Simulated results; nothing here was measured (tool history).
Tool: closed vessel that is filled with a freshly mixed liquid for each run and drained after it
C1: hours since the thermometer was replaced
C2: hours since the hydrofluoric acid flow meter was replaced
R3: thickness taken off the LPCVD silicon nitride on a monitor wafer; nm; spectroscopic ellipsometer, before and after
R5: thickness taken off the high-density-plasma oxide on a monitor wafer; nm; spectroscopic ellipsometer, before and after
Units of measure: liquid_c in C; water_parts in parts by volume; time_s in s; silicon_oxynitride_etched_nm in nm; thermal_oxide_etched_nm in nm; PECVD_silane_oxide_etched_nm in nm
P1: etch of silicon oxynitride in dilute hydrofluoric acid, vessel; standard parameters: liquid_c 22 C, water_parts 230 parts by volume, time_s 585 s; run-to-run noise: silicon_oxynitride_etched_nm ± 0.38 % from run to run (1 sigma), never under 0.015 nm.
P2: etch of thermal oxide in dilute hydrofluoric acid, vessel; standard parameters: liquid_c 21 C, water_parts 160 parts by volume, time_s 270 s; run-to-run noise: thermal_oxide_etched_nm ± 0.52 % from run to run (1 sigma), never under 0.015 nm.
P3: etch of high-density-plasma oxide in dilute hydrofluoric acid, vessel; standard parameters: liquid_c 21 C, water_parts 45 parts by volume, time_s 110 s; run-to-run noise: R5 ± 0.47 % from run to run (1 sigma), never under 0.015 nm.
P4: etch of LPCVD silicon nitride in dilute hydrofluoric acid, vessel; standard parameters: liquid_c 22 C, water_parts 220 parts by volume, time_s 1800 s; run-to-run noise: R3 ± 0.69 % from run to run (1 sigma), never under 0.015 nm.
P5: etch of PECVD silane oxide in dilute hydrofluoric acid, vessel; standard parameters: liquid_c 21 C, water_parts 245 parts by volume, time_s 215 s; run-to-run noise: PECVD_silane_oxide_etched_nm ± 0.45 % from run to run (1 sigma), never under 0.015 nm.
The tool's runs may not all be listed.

Run 1, hour 4.4: process P1, liquid_c 22 C, water_parts 230 parts by volume, time_s 585 s; C1 351.6; C2 178.2. Result: silicon_oxynitride_etched_nm 5.8021 nm.
Run 2, hour 10.4: process P1, liquid_c 28 C, water_parts 230 parts by volume, time_s 585 s; C1 357.6; C2 184.2. Result: silicon_oxynitride_etched_nm 7.4349 nm.
Run 3, hour 15.6: process P2, liquid_c 21 C, water_parts 285 parts by volume, time_s 270 s; C1 362.8; C2 189.4. Result: thermal_oxide_etched_nm 3.4341 nm.
Run 4, hour 21.5: process P4, liquid_c 22 C, water_parts 220 parts by volume, time_s 1800 s; C1 368.7; C2 195.3. Result: R3 3.1648 nm.
Run 5, hour 27.7: process P5, liquid_c 17 C, water_parts 245 parts by volume, time_s 215 s; C1 374.9; C2 201.5. Result: PECVD_silane_oxide_etched_nm 12.51 nm.
Run 6, hour 34.2: process P1, liquid_c 22 C, water_parts 230 parts by volume, time_s 260 s; C1 381.4; C2 208. Result: silicon_oxynitride_etched_nm 2.5697 nm.
Run 7, hour 41.1: process P3, liquid_c 21 C, water_parts 45 parts by volume, time_s 110 s; C1 388.3; C2 214.9. Result: R5 20.002 nm.
Run 8, hour 47.8: process P1, liquid_c 22 C, water_parts 230 parts by volume, time_s 585 s; C1 395; C2 221.6. Result: silicon_oxynitride_etched_nm 5.791 nm.
Run 9, hour 53.2: process P1, liquid_c 17 C, water_parts 230 parts by volume, time_s 585 s; C1 400.4; C2 227. Result: silicon_oxynitride_etched_nm 4.6051 nm.
Run 10, hour 59.4: process P3, liquid_c 21 C, water_parts 80 parts by volume, time_s 110 s; C1 406.6; C2 233.2. Result: R5 10.777 nm.
Run 11, hour 62.7: process P1, liquid_c 22 C, water_parts 40 parts by volume, time_s 585 s; C1 409.9; C2 236.5. Result: silicon_oxynitride_etched_nm 38.188 nm.
Run 12, hour 66.5: process P4, liquid_c 27 C, water_parts 220 parts by volume, time_s 1800 s; C1 413.7; C2 240.3. Result: R3 4.3016 nm.
Run 13, hour 72.2: process P1, liquid_c 22 C, water_parts 230 parts by volume, time_s 585 s; C1 419.4; C2 246. Result: silicon_oxynitride_etched_nm 5.7896 nm.
Run 14, hour 76.7: process P3, liquid_c 25 C, water_parts 45 parts by volume, time_s 110 s; C1 423.9; C2 250.5. Result: R5 23.715 nm.
Run 15, hour 80.7: process P2, liquid_c 21 C, water_parts 160 parts by volume, time_s 270 s; C1 427.9; C2 254.5. Result: thermal_oxide_etched_nm 6.9914 nm.
Run 16, hour 84: process P5, liquid_c 21 C, water_parts 245 parts by volume, time_s 30 s; C1 431.2; C2 257.8. Result: PECVD_silane_oxide_etched_nm 2.0308 nm.
At hour 84.5: thermometer replaced.
Run 17, hour 89: process P3, liquid_c 21 C, water_parts 45 parts by volume, time_s 110 s; C1 4.6; C2 262.8. Result: R5 19.96 nm.
Run 18, hour 92.3: process P2, liquid_c 17 C, water_parts 160 parts by volume, time_s 270 s; C1 7.9; C2 266.1. Result: thermal_oxide_etched_nm 5.9221 nm.
Run 19, hour 98.7: process P1, liquid_c 22 C, water_parts 230 parts by volume, time_s 585 s; C1 14.3; C2 272.5. Result: silicon_oxynitride_etched_nm 5.8468 nm.
Run 20, hour 102.4: process P4, liquid_c 22 C, water_parts 45 parts by volume, time_s 1800 s; C1 18; C2 276.2. Result: R3 15 nm.
Run 21, hour 105.4: process P1, liquid_c 27 C, water_parts 230 parts by volume, time_s 255 s; C1 21; C2 279.2. Result: silicon_oxynitride_etched_nm 3.1012 nm.
Run 22, hour 111.4: process P3, liquid_c 21 C, water_parts 45 parts by volume, time_s 65 s; C1 27; C2 285.2. Result: R5 11.89 nm.
Run 23, hour 115.5: process P1, liquid_c 22 C, water_parts 230 parts by volume, time_s 850 s; C1 31.1; C2 289.3. Result: silicon_oxynitride_etched_nm 8.3528 nm.
Run 24, hour 118.6: process P1, liquid_c 22 C, water_parts 80 parts by volume, time_s 965 s; C1 34.2; C2 292.4. Result: silicon_oxynitride_etched_nm 30.55 nm.
Run 25, hour 122.8: process P2, liquid_c 21 C, water_parts 160 parts by volume, time_s 140 s; C1 38.4; C2 296.6. Result: thermal_oxide_etched_nm 3.5936 nm.
Run 26, hour 126.8: process P5, liquid_c 21 C, water_parts 50 parts by volume, time_s 215 s; C1 42.4; C2 300.6. Result: PECVD_silane_oxide_etched_nm 87.396 nm.
Run 27, hour 132.7: process P4, liquid_c 22 C, water_parts 220 parts by volume, time_s 1800 s; C1 48.3; C2 306.5. Result: R3 3.2201 nm.
Run 28, hour 136.7: process P1, liquid_c 22 C, water_parts 340 parts by volume, time_s 585 s; C1 52.3; C2 310.5. Result: silicon_oxynitride_etched_nm 3.661 nm.
Run 29, hour 142: process P5, liquid_c 21 C, water_parts 245 parts by volume, time_s 215 s; C1 57.6; C2 315.8. Result: PECVD_silane_oxide_etched_nm 14.533 nm.
Run 30, hour 146.3: process P4, liquid_c 22 C, water_parts 220 parts by volume, time_s 3135 s; C1 61.9; C2 320.1. Result: R3 5.4813 nm.
Run 31, hour 151.5: process P1, liquid_c 17 C, water_parts 385 parts by volume, time_s 585 s; C1 67.1; C2 325.3. Result: silicon_oxynitride_etched_nm 2.4983 nm.
Run 32, hour 155.4: process P1, liquid_c 22 C, water_parts 230 parts by volume, time_s 585 s; C1 71; C2 329.2. Result: silicon_oxynitride_etched_nm 5.7883 nm.
Run 33, hour 160.7: process P1, liquid_c 22 C, water_parts 230 parts by volume, time_s 585 s; C1 76.3; C2 334.5. Result: silicon_oxynitride_etched_nm 5.792 nm.
Run 34, hour 167.6: process P1, liquid_c 22 C, water_parts 230 parts by volume, time_s 585 s; C1 83.2; C2 341.4. Result: silicon_oxynitride_etched_nm 5.5189 nm.
Run 35, hour 174.5: process P1, liquid_c 22 C, water_parts 230 parts by volume, time_s 585 s; C1 90.1; C2 348.3. Result: silicon_oxynitride_etched_nm 5.382 nm.
Run 36, hour 180.7: process P1, liquid_c 22 C, water_parts 230 parts by volume, time_s 585 s; C1 96.3; C2 354.5. Result: silicon_oxynitride_etched_nm 5.3302 nm.
Run 37, hour 186.3: process P1, liquid_c 22 C, water_parts 230 parts by volume, time_s 585 s; C1 101.9; C2 360.1. Result: silicon_oxynitride_etched_nm 5.2676 nm.
Run 38, hour 191.2: process P1, liquid_c 22 C, water_parts 230 parts by volume, time_s 585 s; C1 106.8; C2 365. Result: silicon_oxynitride_etched_nm 5.2592 nm.
Run 39, hour 194.4: process P1, liquid_c 22 C, water_parts 230 parts by volume, time_s 585 s; C1 110; C2 368.2. Result: silicon_oxynitride_etched_nm 5.2526 nm.
Run 40, hour 197.7: process P1, liquid_c 22 C, water_parts 230 parts by volume, time_s 585 s; C1 113.3; C2 371.5. Result: silicon_oxynitride_etched_nm 5.2656 nm.
Run 41, hour 203: process P1, liquid_c 22 C, water_parts 230 parts by volume, time_s 585 s; C1 118.6; C2 376.8. Result: silicon_oxynitride_etched_nm 5.1764 nm.

What P1 gives has crept off from where it sat before. The 2 causes that follow fit the log equally well, each at the size noted:
A: hydrofluoric acid flow below the setpoint (%) = 7.94
B: liquid colder than its thermometer reads (K) = 2.13
The onset of the drift is placed at about hour 160.7.

Question marks stand in for the results of the 4 check runs listed below, each run on one wafer. Under which run would the listed causes show clearly different results?
Run check 1, hour 208.3: process P5, liquid_c 21 C, water_parts 55 parts by volume, time_s 215 s. Result: PECVD_silane_oxide_etched_nm ?.
Run check 2, hour 208.3: process P2, liquid_c 17.5 C, water_parts 160 parts by volume, time_s 270 s. Result: thermal_oxide_etched_nm ?.
Run check 3, hour 208.3: process P4, liquid_c 26.5 C, water_parts 95 parts by volume, time_s 1800 s. Result: R3 ?.
Run check 4, hour 208.3: process P3, liquid_c 21 C, water_parts 75 parts by volume, time_s 110 s. Result: R5 ?.

Predicted outcomes, by check and by cause:
  check                        result    if A    if B
check 1  PECVD_silane_oxide_etched_nm  72.664  72.537
check 2       thermal_oxide_etched_nm  5.4839  5.5317
check 3                            R3  8.9264  8.4333
check 4                            R5  10.593  10.608
How far apart the two closest causes lie, in the result that separates them most: check 1 0.17 %; check 2 0.87 %; check 3 5.68 %; check 4 0.14 %
The causes can be told apart only by check 3. The other checks would give nearly the same results under each of them.

With check 3 done, the readings were: R3 9.0077 nm. Identify which of the listed causes applies.

The cause is A: hydrofluoric acid flow below the setpoint (%).

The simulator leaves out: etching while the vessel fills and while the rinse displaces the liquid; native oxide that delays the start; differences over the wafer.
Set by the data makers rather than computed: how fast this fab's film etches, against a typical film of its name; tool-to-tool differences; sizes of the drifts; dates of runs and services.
